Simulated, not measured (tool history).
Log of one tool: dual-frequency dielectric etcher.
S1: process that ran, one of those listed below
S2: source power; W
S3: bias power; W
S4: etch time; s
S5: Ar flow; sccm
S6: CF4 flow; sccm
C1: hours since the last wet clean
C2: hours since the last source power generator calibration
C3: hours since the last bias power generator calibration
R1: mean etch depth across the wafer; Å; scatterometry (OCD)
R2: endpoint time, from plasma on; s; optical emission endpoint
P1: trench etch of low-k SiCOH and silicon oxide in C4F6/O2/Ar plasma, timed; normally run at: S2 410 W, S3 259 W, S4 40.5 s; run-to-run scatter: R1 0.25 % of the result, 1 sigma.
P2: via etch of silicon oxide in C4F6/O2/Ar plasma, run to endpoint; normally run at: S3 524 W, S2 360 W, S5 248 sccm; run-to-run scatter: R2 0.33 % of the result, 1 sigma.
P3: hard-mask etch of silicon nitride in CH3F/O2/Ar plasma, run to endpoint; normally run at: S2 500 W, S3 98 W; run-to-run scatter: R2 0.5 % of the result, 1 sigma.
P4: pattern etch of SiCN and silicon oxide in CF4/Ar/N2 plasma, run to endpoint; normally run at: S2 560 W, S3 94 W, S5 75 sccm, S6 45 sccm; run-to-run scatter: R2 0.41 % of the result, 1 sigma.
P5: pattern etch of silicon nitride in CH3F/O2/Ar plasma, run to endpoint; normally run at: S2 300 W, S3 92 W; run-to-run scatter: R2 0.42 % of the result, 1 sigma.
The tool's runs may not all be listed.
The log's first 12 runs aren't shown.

Run 13, hour 117.6: S1 P5, S2 420 W, S3 92 W; C1 266.5; C2 641.5; C3 2523.4. Result: R2 46.768 s.
Run 14, hour 127: S1 P1, S2 410 W, S3 259 W, S4 40.5 s; C1 275.9; C2 650.9; C3 2532.8. Result: R1 1430.7 Å.
Run 15, hour 138.9: S1 P4, S2 560 W, S3 94 W, S5 75 sccm, S6 61 sccm; C1 287.8; C2 662.8; C3 2544.7. Result: R2 9.6575 s.
Run 16, hour 146: S1 P4, S2 560 W, S3 94 W, S5 75 sccm, S6 45 sccm; C1 294.9; C2 669.9; C3 2551.8. Result: R2 10.116 s.
Run 17, hour 153.5: S1 P1, S2 410 W, S3 329 W, S4 24 s; C1 302.4; C2 677.4; C3 2559.3. Result: R1 924.55 Å.
Run 18, hour 165.9: S1 P1, S2 410 W, S3 259 W, S4 40.5 s; C1 314.8; C2 689.8; C3 2571.7. Result: R1 1429.2 Å.
Run 19, hour 178.4: S1 P1, S2 410 W, S3 356 W, S4 40.5 s; C1 327.3; C2 702.3; C3 2584.2. Result: R1 1596.2 Å.
At hour 183.9: source power generator calibrated.
Run 20, hour 189.8: S1 P4, S2 560 W, S3 71 W, S5 75 sccm, S6 45 sccm; C1 338.7; C2 6; C3 2595.6. Result: R2 11.136 s.
Run 21, hour 197.7: S1 P1, S2 410 W, S3 259 W, S4 50 s; C1 346.6; C2 13.9; C3 2603.5. Result: R1 1767.6 Å.
Run 22, hour 208.2: S1 P5, S2 300 W, S3 120 W; C1 357.1; C2 24.4; C3 2614. Result: R2 47.865 s.
Run 23, hour 216.2: S1 P3, S2 300 W, S3 98 W; C1 365.1; C2 32.4; C3 2622. Result: R2 71.389 s.
Run 24, hour 226.4: S1 P1, S2 410 W, S3 259 W, S4 40.5 s; C1 375.3; C2 42.6; C3 2632.2. Result: R1 1432.3 Å.
Run 25, hour 236.2: S1 P4, S2 560 W, S3 94 W, S5 47 sccm, S6 45 sccm; C1 385.1; C2 52.4; C3 2642. Result: R2 9.5136 s.
Run 26, hour 248.4: S1 P1, S2 410 W, S3 259 W, S4 22.5 s; C1 397.3; C2 64.6; C3 2654.2. Result: R1 795.3 Å.

Run 27 comes next. What will it give?
Run 27, hour 260.8: S1 P1, S2 410 W, S3 345 W, S4 30 s; C1 409.7; C2 77; C3 2666.6. Result: R1 ?.

{"run 27": {"R1": 1161.1}}

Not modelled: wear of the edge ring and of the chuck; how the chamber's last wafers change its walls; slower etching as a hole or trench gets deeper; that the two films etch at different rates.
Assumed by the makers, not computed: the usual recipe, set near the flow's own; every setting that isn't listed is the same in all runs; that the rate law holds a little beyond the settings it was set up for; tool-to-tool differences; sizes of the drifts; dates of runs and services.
